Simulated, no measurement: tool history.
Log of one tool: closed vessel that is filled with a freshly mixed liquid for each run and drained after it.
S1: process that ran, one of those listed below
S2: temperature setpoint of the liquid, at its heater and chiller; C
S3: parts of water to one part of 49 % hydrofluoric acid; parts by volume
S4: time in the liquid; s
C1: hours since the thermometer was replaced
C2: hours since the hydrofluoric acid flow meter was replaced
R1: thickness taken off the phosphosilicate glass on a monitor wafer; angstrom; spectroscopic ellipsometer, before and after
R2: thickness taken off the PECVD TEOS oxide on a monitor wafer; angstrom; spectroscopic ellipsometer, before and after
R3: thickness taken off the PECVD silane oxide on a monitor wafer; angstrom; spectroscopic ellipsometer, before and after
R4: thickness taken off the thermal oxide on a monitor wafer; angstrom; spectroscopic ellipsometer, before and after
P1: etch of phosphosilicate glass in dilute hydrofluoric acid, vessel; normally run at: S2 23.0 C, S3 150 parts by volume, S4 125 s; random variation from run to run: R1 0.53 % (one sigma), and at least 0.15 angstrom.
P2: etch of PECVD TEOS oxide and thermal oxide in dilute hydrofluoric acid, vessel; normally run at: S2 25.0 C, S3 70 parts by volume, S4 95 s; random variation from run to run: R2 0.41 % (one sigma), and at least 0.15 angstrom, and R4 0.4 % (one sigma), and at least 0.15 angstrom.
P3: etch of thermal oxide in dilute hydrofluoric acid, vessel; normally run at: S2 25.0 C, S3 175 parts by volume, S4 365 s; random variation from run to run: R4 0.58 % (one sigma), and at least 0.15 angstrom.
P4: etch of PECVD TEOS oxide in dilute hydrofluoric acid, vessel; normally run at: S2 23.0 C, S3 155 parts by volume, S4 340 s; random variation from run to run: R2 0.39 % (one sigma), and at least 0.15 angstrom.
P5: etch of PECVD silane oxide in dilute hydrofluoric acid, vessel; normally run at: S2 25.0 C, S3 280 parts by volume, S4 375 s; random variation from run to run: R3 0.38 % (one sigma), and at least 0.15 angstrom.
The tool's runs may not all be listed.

run 1 hour=7.3 | S1=P1 S2=23.0 S3=150 S4=125 | C1=65.8 C2=1276.1 | R1=439.21
run 2 hour=18.6 | S1=P1 S2=23.0 S3=60 S4=125 | C1=77.1 C2=1287.4 | R1=1234.10
run 3 hour=28.5 | S1=P4 S2=23.0 S3=155 S4=340 | C1=87.0 C2=1297.3 | R2=339.650
run 4 hour=38.6 | S1=P5 S2=25.0 S3=280 S4=740 | C1=97.1 C2=1307.4 | R3=335.370
run 5 hour=45.2 | S1=P4 S2=23.0 S3=55 S4=340 | C1=103.7 C2=1314.0 | R2=1085.300
run 6 hour=54.3 | S1=P1 S2=23.0 S3=150 S4=125 | C1=112.8 C2=1323.1 | R1=443.64
run 7 hour=64.0 | S1=P1 S2=23.0 S3=265 S4=125 | C1=122.5 C2=1332.8 | R1=221.71
run 8 hour=72.3 | S1=P2 S2=25.0 S3=70 S4=30 | C1=130.8 C2=1341.1 | R2=57.567 R4=21.6580
run 9 hour=83.1 | S1=P5 S2=19.5 S3=280 S4=375 | C1=141.6 C2=1351.9 | R3=139.200
run 10 hour=91.8 | S1=P2 S2=25.0 S3=70 S4=95 | C1=150.3 C2=1360.6 | R2=180.660 R4=68.0230
run 11 hour=100.5 | S1=P1 S2=23.0 S3=150 S4=30 | C1=159.0 C2=1369.3 | R1=106.77
run 12 hour=107.8 | S1=P1 S2=31.0 S3=150 S4=125 | C1=166.3 C2=1376.6 | R1=599.83
run 13 hour=115.2 | S1=P4 S2=17.0 S3=155 S4=340 | C1=173.7 C2=1384.0 | R2=267.390
run 14 hour=125.8 | S1=P4 S2=23.0 S3=155 S4=115 | C1=184.3 C2=1394.6 | R2=115.290
run 15 hour=130.8 | S1=P5 S2=25.0 S3=280 S4=375 | C1=189.3 C2=1399.6 | R3=169.330
run 16 hour=142.2 | S1=P3 S2=25.0 S3=310 S4=365 | C1=200.7 C2=1411.0 | R4=45.6710
run 17 hour=153.4 | S1=P1 S2=23.0 S3=150 S4=225 | C1=211.9 C2=1422.2 | R1=797.39
run 18 hour=163.2 | S1=P1 S2=23.0 S3=150 S4=125 | C1=221.7 C2=1432.0 | R1=440.28
run 19 hour=174.5 | S1=P2 S2=25.0 S3=125 S4=95 | C1=233.0 C2=1443.3 | R2=94.877 R4=35.5040
run 20 hour=181.6 | S1=P3 S2=25.0 S3=175 S4=30 | C1=240.1 C2=1450.4 | R4=7.4005
run 21 hour=191.5 | S1=P5 S2=25.0 S3=280 S4=375 | C1=250.0 C2=1460.3 | R3=170.090
run 22 hour=199.7 | S1=P1 S2=23.0 S3=150 S4=125 | C1=258.2 C2=1468.5 | R1=439.69
run 23 hour=210.5 | S1=P1 S2=17.5 S3=260 S4=125 | C1=269.0 C2=1479.3 | R1=184.85
run 24 hour=220.6 | S1=P1 S2=17.0 S3=150 S4=125 | C1=279.1 C2=1489.4 | R1=350.29
run 25 hour=226.7 | S1=P1 S2=23.0 S3=150 S4=125 | C1=285.2 C2=1495.5 | R1=445.28
run 26 hour=231.7 | S1=P3 S2=25.0 S3=175 S4=365 | C1=290.2 C2=1500.5 | R4=92.1860
run 27 hour=238.7 | S1=P5 S2=25.0 S3=475 S4=375 | C1=297.2 C2=1507.5 | R3=83.487
run 28 hour=245.3 | S1=P3 S2=19.0 S3=175 S4=365 | C1=303.8 C2=1514.1 | R4=73.4330
run 29 hour=253.6 | S1=P2 S2=30.0 S3=70 S4=95 | C1=312.1 C2=1522.4 | R2=221.490 R4=83.3410
run 30 hour=260.7 | S1=P1 S2=23.0 S3=150 S4=125 | C1=319.2 C2=1529.5 | R1=443.01
run 31 hour=271.9 | S1=P1 S2=23.0 S3=150 S4=125 | C1=330.4 C2=1540.7 | R1=462.40
run 32 hour=280.1 | S1=P1 S2=23.0 S3=150 S4=125 | C1=338.6 C2=1548.9 | R1=468.25
run 33 hour=287.7 | S1=P1 S2=23.0 S3=150 S4=125 | C1=346.2 C2=1556.5 | R1=473.28
run 34 hour=296.9 | S1=P1 S2=23.0 S3=150 S4=125 | C1=355.4 C2=1565.7 | R1=480.46
run 35 hour=305.5 | S1=P1 S2=23.0 S3=150 S4=125 | C1=364.0 C2=1574.3 | R1=478.29
run 36 hour=315.2 | S1=P1 S2=23.0 S3=150 S4=125 | C1=373.7 C2=1584.0 | R1=482.39
run 37 hour=325.9 | S1=P1 S2=23.0 S3=150 S4=125 | C1=384.4 C2=1594.7 | R1=480.76

What P1 gives has crept away from where it was. These 2 causes fit the log equally well, each at the size given:
A: liquid hotter than its thermometer reads (K) = 2.2
B: hydrofluoric acid flow above the setpoint (%) = 7.48
The creep began at about hour 260.7.

4 check runs are offered, one wafer each, their results left as question marks. Which one tells the causes apart?
run check 1 hour=336.6 | S1=P5 S2=25.0 S3=465 S4=565 | R3=?
run check 2 hour=336.6 | S1=P3 S2=25.0 S3=175 S4=50 | R4=?
run check 3 hour=336.6 | S1=P4 S2=19.0 S3=155 S4=340 | R2=?
run check 4 hour=336.6 | S1=P2 S2=29.5 S3=70 S4=30 | R2=? R4=?

What each check would give under each cause:
check=check_1 result=R3 if_A=138.610 if_B=143.220
check=check_2 result=R4 if_A=13.7370 if_B=13.8090
check=check_3 result=R2 if_A=317.870 if_B=316.580
check=check_4 result=R2 if_A=74.399 if_B=74.028
check=check_4 result=R4 if_A=28.0140 if_B=27.8750
How far apart the two closest causes lie, in the result that separates them most: check 1 3.27 %; check 2 0.52 %; check 3 0.41 %; check 4 0.5 %
Only check 1 tells the causes apart: in the others they would give nearly the same result.

Then check 1 was run and gave: R3 139.440 angstrom. Which cause is it?

It is A: liquid hotter than its thermometer reads (K).

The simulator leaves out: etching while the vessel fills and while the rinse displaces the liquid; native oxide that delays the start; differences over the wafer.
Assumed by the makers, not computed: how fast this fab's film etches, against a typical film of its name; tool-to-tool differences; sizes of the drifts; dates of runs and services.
